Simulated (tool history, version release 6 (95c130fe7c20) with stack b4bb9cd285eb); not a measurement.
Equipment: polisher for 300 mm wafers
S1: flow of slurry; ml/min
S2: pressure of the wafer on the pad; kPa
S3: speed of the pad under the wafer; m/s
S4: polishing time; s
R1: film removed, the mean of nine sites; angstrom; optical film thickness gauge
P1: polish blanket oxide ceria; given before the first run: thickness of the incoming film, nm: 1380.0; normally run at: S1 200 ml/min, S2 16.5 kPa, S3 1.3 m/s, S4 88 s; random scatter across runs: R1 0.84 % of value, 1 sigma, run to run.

Run 1, hour 10.4: S1 200 ml/min, S2 16.5 kPa, S3 1.3 m/s, S4 88 s. Result: R1 4645.9 angstrom.
Run 2, hour 16.9: S1 200 ml/min, S2 16.5 kPa, S3 2.04 m/s, S4 88 s. Result: R1 7342.8 angstrom.
Run 3, hour 27.7: S1 200 ml/min, S2 7.6 kPa, S3 1.3 m/s, S4 88 s. Result: R1 2108.3 angstrom.
Run 4, hour 34.9: S1 200 ml/min, S2 16.5 kPa, S3 0.66 m/s, S4 88 s. Result: R1 2373 angstrom.
Run 5, hour 45.8: S1 145 ml/min, S2 16.5 kPa, S3 1.86 m/s, S4 88 s. Result: R1 6355.9 angstrom.
Run 6, hour 57.9: S1 120 ml/min, S2 16.5 kPa, S3 1.3 m/s, S4 88 s. Result: R1 4219.2 angstrom.
Run 7, hour 65.7: S1 200 ml/min, S2 25.5 kPa, S3 1.3 m/s, S4 88 s. Result: R1 7140.5 angstrom.
Run 8, hour 73.2: S1 200 ml/min, S2 16.5 kPa, S3 1.3 m/s, S4 88 s. Result: R1 4595.1 angstrom.
Run 9, hour 82.8: S1 200 ml/min, S2 16.5 kPa, S3 1.3 m/s, S4 88 s. Result: R1 4551.7 angstrom.
Run 10, hour 95.1: S1 200 ml/min, S2 9.7 kPa, S3 1.96 m/s, S4 88 s. Result: R1 4111.5 angstrom.
Run 11, hour 106.3: S1 200 ml/min, S2 16.5 kPa, S3 1.3 m/s, S4 88 s. Result: R1 4638.1 angstrom.
Run 12, hour 113.4: S1 200 ml/min, S2 16.5 kPa, S3 1.3 m/s, S4 88 s. Result: R1 4657.2 angstrom.
Run 13, hour 120.6: S1 255 ml/min, S2 16.5 kPa, S3 1.3 m/s, S4 88 s. Result: R1 4693.1 angstrom.
Run 14, hour 128.2: S1 200 ml/min, S2 16.5 kPa, S3 1.3 m/s, S4 55 s. Result: R1 2929 angstrom.
Run 15, hour 139.4: S1 200 ml/min, S2 16.5 kPa, S3 1.3 m/s, S4 139 s. Result: R1 7325.3 angstrom.
Run 16, hour 147.9: S1 200 ml/min, S2 16.5 kPa, S3 2.02 m/s, S4 129 s. Result: R1 10551 angstrom.
Run 17, hour 155.4: S1 200 ml/min, S2 16.5 kPa, S3 1.3 m/s, S4 88 s. Result: R1 4607.7 angstrom.
Run 18, hour 167.7: S1 200 ml/min, S2 16.5 kPa, S3 1.3 m/s, S4 88 s. Result: R1 4536.8 angstrom.
Run 19, hour 179.4: S1 200 ml/min, S2 16.5 kPa, S3 1.3 m/s, S4 88 s. Result: R1 4510.2 angstrom.
Run 20, hour 185.2: S1 200 ml/min, S2 16.5 kPa, S3 1.3 m/s, S4 88 s. Result: R1 4450.6 angstrom.
Run 21, hour 194.2: S1 200 ml/min, S2 16.5 kPa, S3 1.3 m/s, S4 88 s. Result: R1 4466.6 angstrom.
Run 22, hour 201.3: S1 200 ml/min, S2 16.5 kPa, S3 1.3 m/s, S4 88 s. Result: R1 4411.2 angstrom.
At hour 203.6: head pressure recalibrated.
Run 23, hour 212.8: S1 200 ml/min, S2 16.5 kPa, S3 1.3 m/s, S4 88 s. Result: R1 4448.7 angstrom.
Run 24, hour 218.9: S1 200 ml/min, S2 16.5 kPa, S3 1.3 m/s, S4 88 s. Result: R1 4349 angstrom.
Run 25, hour 229.3: S1 200 ml/min, S2 16.5 kPa, S3 1.3 m/s, S4 88 s. Result: R1 4343.5 angstrom.

Something has made what P1 gives creep away from where it was; the 2 causes below, each at its own stated size, fit the log equally well:
A: slurry flow missing at the pad, % = 29.1
B: removal rate lost through wear of the pad, % = 5.22
The drift started at roughly hour 155.4.
Each remaining cause and why it is not a fit:
head's pressure below its setpoint, %: was serviced at hour 203.6, once the creep was under way, yet the earlier output never came back

Each of the check runs listed below is run on 5 wafers and reports their average, with the results left as question marks. Pick the one under which the possible causes would lead to clearly different results.
Run check 1, hour 239.7: S1 200 ml/min, S2 16.5 kPa, S3 1.82 m/s, S4 110 s. Result: R1 ?.
Run check 2, hour 239.7: S1 200 ml/min, S2 9 kPa, S3 1.3 m/s, S4 132 s. Result: R1 ?.
Run check 3, hour 239.7: S1 200 ml/min, S2 20.7 kPa, S3 1.3 m/s, S4 88 s. Result: R1 ?.
Run check 4, hour 239.7: S1 120 ml/min, S2 16.5 kPa, S3 1.3 m/s, S4 88 s. Result: R1 ?.

What each check would give under each cause:
  check  result    if A    if B
check 1      R1  7686.1  7685.9
check 2      R1  3568.6  3568.5
check 3      R1  5490.1  5489.9
check 4      R1  3903.5  4028.5
Gap, in per cent, between the two causes that each check separates least, read from the result that separates them most: check 1 0 %; check 2 0 %; check 3 0 %; check 4 3.15 %
Only check 4 tells the causes apart: in the others they would give nearly the same result.

Here is what check 4 returned: R1 3919.3 angstrom. Which cause is it?

The correct cause is A, namely: slurry flow missing at the pad, %.
